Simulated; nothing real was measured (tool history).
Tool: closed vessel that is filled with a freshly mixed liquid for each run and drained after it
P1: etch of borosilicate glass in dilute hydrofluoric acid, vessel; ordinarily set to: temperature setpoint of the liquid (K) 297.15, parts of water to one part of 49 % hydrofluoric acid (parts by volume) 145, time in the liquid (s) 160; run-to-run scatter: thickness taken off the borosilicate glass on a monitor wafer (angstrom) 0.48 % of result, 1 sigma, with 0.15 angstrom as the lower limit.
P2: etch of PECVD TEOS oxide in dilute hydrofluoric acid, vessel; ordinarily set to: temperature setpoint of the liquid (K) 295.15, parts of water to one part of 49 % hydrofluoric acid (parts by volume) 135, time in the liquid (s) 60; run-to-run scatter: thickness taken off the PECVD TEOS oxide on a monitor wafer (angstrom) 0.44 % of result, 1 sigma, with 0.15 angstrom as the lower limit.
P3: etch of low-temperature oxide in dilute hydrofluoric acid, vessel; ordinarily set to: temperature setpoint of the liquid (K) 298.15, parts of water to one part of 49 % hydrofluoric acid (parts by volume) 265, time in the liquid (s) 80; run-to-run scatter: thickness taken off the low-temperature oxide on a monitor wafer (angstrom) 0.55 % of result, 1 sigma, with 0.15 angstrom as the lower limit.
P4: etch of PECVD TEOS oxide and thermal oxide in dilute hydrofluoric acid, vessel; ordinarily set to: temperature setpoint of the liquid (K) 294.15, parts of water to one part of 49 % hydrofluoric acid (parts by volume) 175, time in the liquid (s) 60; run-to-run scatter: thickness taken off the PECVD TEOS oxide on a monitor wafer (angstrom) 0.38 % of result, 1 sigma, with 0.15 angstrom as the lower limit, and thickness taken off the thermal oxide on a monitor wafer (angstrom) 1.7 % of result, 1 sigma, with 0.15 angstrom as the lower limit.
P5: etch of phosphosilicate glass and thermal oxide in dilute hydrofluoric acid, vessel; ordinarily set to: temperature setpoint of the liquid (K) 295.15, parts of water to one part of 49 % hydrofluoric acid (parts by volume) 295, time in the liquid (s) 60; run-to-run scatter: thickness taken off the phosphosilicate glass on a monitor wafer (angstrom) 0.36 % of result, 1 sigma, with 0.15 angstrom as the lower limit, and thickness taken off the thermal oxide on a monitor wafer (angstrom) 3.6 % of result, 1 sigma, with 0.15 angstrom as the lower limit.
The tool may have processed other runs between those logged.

| run | day | process that ran | temperature setpoint of the liquid (K) | parts of water to one part of 49 % hydrofluoric acid (parts by volume) | time in the liquid (s) | hours since the thermometer was replaced | hours since the hydrofluoric acid flow meter was replaced | thickness taken off the borosilicate glass on a monitor wafer (angstrom) | thickness taken off the PECVD TEOS oxide on a monitor wafer (angstrom) | thickness taken off the low-temperature oxide on a monitor wafer (angstrom) | thickness taken off the thermal oxide on a monitor wafer (angstrom) | thickness taken off the phosphosilicate glass on a monitor wafer (angstrom) |
|---|---|---|---|---|---|---|---|---|---|---|---|---|
| 1 | 0.671 | P1 | 297.15 | 145 | 160 | 350.8 | 1378 | 352.4 |  |  |  |  |
| 2 | 1.396 | P2 | 302.15 | 135 | 60 | 368.2 | 1395.4 |  | 87.399 |  |  |  |
| 3 | 2.104 | P1 | 297.15 | 145 | 160 | 385.2 | 1412.4 | 354.01 |  |  |  |  |
| 4 | 2.662 | P1 | 297.15 | 145 | 160 | 398.6 | 1425.8 | 352.41 |  |  |  |  |
| 5 | 3.462 | P1 | 297.15 | 65 | 245 | 417.8 | 1445 | 1339.6 |  |  |  |  |
| 6 | 3.838 | P3 | 298.15 | 265 | 80 | 426.8 | 1454 |  |  | 51.098 |  |  |
| 7 | 4.45 | P2 | 295.15 | 135 | 30 | 441.5 | 1468.7 |  | 33.747 |  |  |  |
| 8 | 4.975 | P4 | 294.15 | 175 | 60 | 454.1 | 1481.3 |  | 79.759 |  | 13.521 |  |
| 9 | 5.479 | P1 | 297.15 | 240 | 160 | 466.2 | 1493.4 | 193.14 |  |  |  |  |
| 10 | 6.008 | P1 | 297.15 | 145 | 230 | 478.9 | 1506.1 | 506.59 |  |  |  |  |
| 11 | 6.654 | P2 | 295.15 | 185 | 60 | 494.4 | 1521.6 |  | 46.86 |  |  |  |
| 12 | 7.254 | P3 | 298.15 | 480 | 80 | 508.8 | 1536 |  |  | 22.976 |  |  |
| 13 | 7.892 | P1 | 297.15 | 145 | 70 | 524.1 | 1551.3 | 154.45 |  |  |  |  |
| 14 | 8.454 | P5 | 295.15 | 295 | 60 | 537.6 | 1564.8 |  |  |  | 6.7007 | 220.63 |
| 15 | 9.025 | P4 | 290.15 | 175 | 60 | 551.3 | 1578.5 |  | 68.621 |  | 11.803 |  |
| 16 | 9.567 | P5 | 302.65 | 295 | 60 | 564.3 | 1591.5 |  |  |  | 10.023 | 282.28 |
| 17 | 10.104 | P5 | 295.15 | 295 | 110 | 577.2 | 1604.4 |  |  |  | 13.191 | 399.8 |
|  | 10.846 | hydrofluoric acid flow meter replaced |
| 18 | 10.867 | P1 | 297.15 | 145 | 160 | 595.5 | 0.6 | 352.29 |  |  |  |  |
| 19 | 11.658 | P2 | 295.15 | 135 | 60 | 614.5 | 19.6 |  | 67.753 |  |  |  |
| 20 | 12.429 | P1 | 297.15 | 50 | 160 | 633 | 38.1 | 1150.9 |  |  |  |  |
| 21 | 13.2 | P1 | 297.15 | 145 | 160 | 651.5 | 56.6 | 351.75 |  |  |  |  |
| 22 | 13.85 | P4 | 294.15 | 285 | 60 | 667.1 | 72.2 |  | 44.276 |  | 6.8428 |  |
| 23 | 14.488 | P1 | 290.15 | 230 | 160 | 682.4 | 87.5 | 156.43 |  |  |  |  |
| 24 | 14.842 | P5 | 295.15 | 295 | 60 | 690.9 | 96 |  |  |  | 6.9927 | 220.69 |

Run 25, settings as shown, results not yet in. Your forecast:
| 25 | 15.638 | P1 | 297.15 | 145 | 160 | 710 | 115.1 | ? |  |  |  |  |

Run 25 measured thickness taken off the borosilicate glass on a monitor wafer (angstrom) 353.15.
